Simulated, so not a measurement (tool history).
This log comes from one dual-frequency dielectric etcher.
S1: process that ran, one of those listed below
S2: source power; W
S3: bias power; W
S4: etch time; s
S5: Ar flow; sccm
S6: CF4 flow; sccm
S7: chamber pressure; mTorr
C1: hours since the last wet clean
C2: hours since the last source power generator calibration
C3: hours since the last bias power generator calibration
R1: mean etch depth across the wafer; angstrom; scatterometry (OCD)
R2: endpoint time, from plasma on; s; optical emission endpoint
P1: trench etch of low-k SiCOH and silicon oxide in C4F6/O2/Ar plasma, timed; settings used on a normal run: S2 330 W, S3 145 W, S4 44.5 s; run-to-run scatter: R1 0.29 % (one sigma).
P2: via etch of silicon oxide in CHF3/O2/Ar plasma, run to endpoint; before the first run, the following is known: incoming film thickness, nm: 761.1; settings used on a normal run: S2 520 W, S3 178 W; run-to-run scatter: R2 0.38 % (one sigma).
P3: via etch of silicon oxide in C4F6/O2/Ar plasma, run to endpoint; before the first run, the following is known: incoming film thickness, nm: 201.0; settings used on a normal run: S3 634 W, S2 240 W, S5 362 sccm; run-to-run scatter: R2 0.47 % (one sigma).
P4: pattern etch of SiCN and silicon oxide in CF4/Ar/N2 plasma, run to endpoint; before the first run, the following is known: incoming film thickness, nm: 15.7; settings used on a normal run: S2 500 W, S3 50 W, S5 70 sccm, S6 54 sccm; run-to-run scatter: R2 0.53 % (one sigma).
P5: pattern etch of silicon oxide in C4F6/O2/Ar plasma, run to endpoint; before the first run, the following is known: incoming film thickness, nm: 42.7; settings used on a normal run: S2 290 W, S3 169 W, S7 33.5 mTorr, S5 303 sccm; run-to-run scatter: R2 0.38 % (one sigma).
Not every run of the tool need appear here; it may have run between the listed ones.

| run | day | S1 | S2 | S3 | S4 | S5 | S6 | S7 | C1 | C2 | C3 | R1 | R2 |
|---|---|---|---|---|---|---|---|---|---|---|---|---|---|
| 1 | 0.192 | P1 | 330 | 145 | 44.5 |  |  |  | 306.5 | 1929.3 | 1493.1 | 1248.8 |  |
| 2 | 0.462 | P4 | 500 | 34 |  | 70 | 54 |  | 313 | 1935.8 | 1499.6 |  | 20.511 |
| 3 | 0.788 | P1 | 330 | 145 | 62 |  |  |  | 320.8 | 1943.6 | 1507.4 | 1731.2 |  |
| 4 | 1.067 | P1 | 330 | 145 | 44.5 |  |  |  | 327.5 | 1950.3 | 1514.1 | 1238.4 |  |
| 5 | 1.246 | P2 | 670 | 178 |  |  |  |  | 331.8 | 1954.6 | 1518.4 |  | 379.94 |
| 6 | 1.45 | P3 | 340 | 634 |  | 362 |  |  | 336.7 | 1959.5 | 1523.3 |  | 43.517 |
| 7 | 1.662 | P5 | 390 | 169 |  | 303 |  | 33.5 | 341.8 | 1964.6 | 1528.4 |  | 14.244 |
| 8 | 2 | P5 | 290 | 169 |  | 303 |  | 42 | 349.9 | 1972.7 | 1536.5 |  | 16.499 |
| 9 | 2.204 | P1 | 420 | 145 | 44.5 |  |  |  | 354.8 | 1977.6 | 1541.4 | 1376 |  |
| 10 | 2.446 | P1 | 330 | 145 | 44.5 |  |  |  | 360.6 | 1983.4 | 1547.2 | 1240.7 |  |
| 11 | 2.771 | P4 | 400 | 50 |  | 70 | 54 |  | 368.4 | 1991.2 | 1555 |  | 22.301 |
| 12 | 2.967 | P4 | 500 | 50 |  | 55 | 54 |  | 373.1 | 1995.9 | 1559.7 |  | 17.619 |
| 13 | 3.254 | P4 | 500 | 50 |  | 70 | 54 |  | 380 | 2002.8 | 1566.6 |  | 18.214 |
| 14 | 3.496 | P5 | 290 | 218 |  | 303 |  | 33.5 | 385.8 | 2008.6 | 1572.4 |  | 14.724 |
| 15 | 3.679 | P2 | 520 | 243 |  |  |  |  | 390.2 | 2013 | 1576.8 |  | 376.9 |
| 16 | 3.888 | P1 | 330 | 171 | 44.5 |  |  |  | 395.2 | 2018 | 1581.8 | 1313.3 |  |
| 17 | 4.046 | P2 | 520 | 178 |  |  |  |  | 399 | 2021.8 | 1585.6 |  | 417.18 |
| 18 | 4.296 | P4 | 500 | 50 |  | 70 | 54 |  | 405 | 2027.8 | 1591.6 |  | 18.42 |
| 19 | 4.492 | P4 | 500 | 50 |  | 70 | 69 |  | 409.7 | 2032.5 | 1596.3 |  | 17.72 |
| 20 | 4.767 | P1 | 330 | 145 | 44.5 |  |  |  | 416.3 | 2039.1 | 1602.9 | 1238.8 |  |
| 21 | 4.921 | P5 | 290 | 169 |  | 391 |  | 33.5 | 420 | 2042.8 | 1606.6 |  | 16.549 |
| 22 | 5.154 | P1 | 330 | 145 | 44.5 |  |  |  | 425.6 | 2048.4 | 1612.2 | 1243.7 |  |
| 23 | 5.462 | P1 | 330 | 145 | 26.5 |  |  |  | 433 | 2055.8 | 1619.6 | 741.45 |  |
| 24 | 5.708 | P1 | 330 | 145 | 44.5 |  |  |  | 438.9 | 2061.7 | 1625.5 | 1247.9 |  |
| 25 | 5.912 | P1 | 330 | 145 | 44.5 |  |  |  | 443.8 | 2066.6 | 1630.4 | 1253.5 |  |
| 26 | 6.067 | P1 | 260 | 145 | 44.5 |  |  |  | 447.5 | 2070.3 | 1634.1 | 1135.1 |  |
| 27 | 6.338 | P1 | 270 | 145 | 33 |  |  |  | 454 | 2076.8 | 1640.6 | 850.37 |  |
| 28 | 6.625 | P3 | 240 | 634 |  | 362 |  |  | 460.9 | 2083.7 | 1647.5 |  | 49.238 |
| 29 | 6.879 | P1 | 330 | 101 | 44.5 |  |  |  | 467 | 2089.8 | 1653.6 | 1117.3 |  |
| 30 | 7.046 | P3 | 240 | 634 |  | 230 |  |  | 471 | 2093.8 | 1657.6 |  | 47.051 |
| 31 | 7.371 | P5 | 290 | 169 |  | 303 |  | 33.5 | 478.8 | 2101.6 | 1665.4 |  | 16.065 |
| 32 | 7.696 | P3 | 240 | 869 |  | 362 |  |  | 486.6 | 2109.4 | 1673.2 |  | 43.384 |
| 33 | 7.846 | P1 | 330 | 145 | 44.5 |  |  |  | 490.2 | 2113 | 1676.8 | 1243.1 |  |
| 34 | 8.183 | P1 | 330 | 145 | 44.5 |  |  |  | 498.3 | 2121.1 | 1684.9 | 1235.3 |  |
| 35 | 8.4 | P1 | 330 | 145 | 44.5 |  |  |  | 503.5 | 2126.3 | 1690.1 | 1231.5 |  |
| 36 | 8.721 | P1 | 330 | 145 | 44.5 |  |  |  | 511.2 | 2134 | 1697.8 | 1226.4 |  |
| 37 | 8.996 | P1 | 330 | 145 | 44.5 |  |  |  | 517.8 | 2140.6 | 1704.4 | 1231.4 |  |
|  | 9.012 | wet clean of the chamber |
| 38 | 9.179 | P1 | 330 | 145 | 44.5 |  |  |  | 4 | 2145 | 1708.8 | 1227.1 |  |
| 39 | 9.438 | P1 | 330 | 145 | 44.5 |  |  |  | 10.2 | 2151.2 | 1715 | 1231 |  |
| 40 | 9.712 | P1 | 330 | 145 | 44.5 |  |  |  | 16.8 | 2157.8 | 1721.6 | 1221.9 |  |

Compared with where it was, what P1 gives has crept away. Each cause listed below fits the log as well as the rest, at the size given for it:
A: source power that arrives under what is set, % = 3.58
B: bias power that arrives under what is set, % = 4.61
The onset of the drift is placed at about day 7.846.
Other possible causes, and why each is ruled out:
chamber walls in a state that lowers the etch rate, %: work on it at day 9.012, done after the drift set in, did not restore what the process gave before

Which of the check runs below tells the causes apart, meaning the causes would give it clearly different results? Each run uses 5 wafers whose results are averaged, and each result is shown as a question mark.
| check 1 | 9.988 | P2 | 520 | 218 |  |  |  |  |  |  |  |  | ? |
| check 2 | 9.988 | P5 | 370 | 213 |  | 303 |  | 33.5 |  |  |  |  | ? |
| check 3 | 9.988 | P4 | 500 | 38 |  | 70 | 67 |  |  |  |  |  | ? |
| check 4 | 9.988 | P3 | 310 | 634 |  | 231 |  |  |  |  |  |  | ? |

Check results expected under each cause:
| check | result | if A | if B |
|---|---|---|---|
| check 1 | R2 | 395.76 | 396.87 |
| check 2 | R2 | 13.725 | 13.745 |
| check 3 | R2 | 19.81 | 19.409 |
| check 4 | R2 | 43.352 | 43.574 |
Distance between the nearest two causes, measured in the result of the check that separates them most: check 1 0.28 %; check 2 0.14 %; check 3 2.05 %; check 4 0.51 %
Only in check 3 would the causes give clearly different results; in the remaining checks their results would be nearly the same.

Check 3 has now been run. It gave: R2 19.4 s. Which of the candidate causes is it?

The cause is B: bias power that arrives under what is set, %.

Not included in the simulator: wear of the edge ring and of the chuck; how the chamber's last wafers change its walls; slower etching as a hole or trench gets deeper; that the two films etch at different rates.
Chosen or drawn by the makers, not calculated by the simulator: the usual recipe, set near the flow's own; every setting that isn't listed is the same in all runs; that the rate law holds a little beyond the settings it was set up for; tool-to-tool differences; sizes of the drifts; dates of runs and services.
